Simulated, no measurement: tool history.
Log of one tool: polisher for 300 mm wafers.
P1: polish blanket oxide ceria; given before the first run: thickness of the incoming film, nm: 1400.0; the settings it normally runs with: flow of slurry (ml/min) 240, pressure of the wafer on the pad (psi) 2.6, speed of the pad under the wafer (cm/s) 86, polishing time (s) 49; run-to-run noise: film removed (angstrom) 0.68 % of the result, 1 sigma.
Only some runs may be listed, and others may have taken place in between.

run,hour,flow of slurry (ml/min),pressure of the wafer on the pad (psi),speed of the pad under the wafer (cm/s),polishing time (s),film removed (angstrom)
1,12.8,240,2.6,86,49,1600.6
2,23.4,240,1.4,86,49,887.43
3,36.3,240,2.6,86,49,1632.3
4,49.8,315,2.6,54,49,1046.8
5,55.8,240,2.6,40,49,759.84
# hour 62.1: head pressure recalibrated
6,63.3,240,2.6,86,49,1615.6
7,73.4,325,1.2,86,49,766.02
8,83.3,340,2.6,86,49,1688.5
9,90.8,240,2.6,124,49,2379.6
10,98,240,3.6,86,49,2262
11,107.2,240,2.6,86,29,957.95
12,117.1,145,2.6,86,49,1510.8
13,131.1,240,2.6,86,69,2296.6
14,139.3,240,1.8,110,49,1434.1
15,150.3,240,2.6,86,49,1636
16,162.9,240,2.6,86,49,1624.2
17,170.2,240,2.6,86,49,1604.5
18,182.2,240,2.6,86,49,1575.2
19,193,240,2.6,86,49,1537.4

For run 20, what comes out?
20,201.7,240,2.6,86,49,?

film removed (angstrom): 1561.1
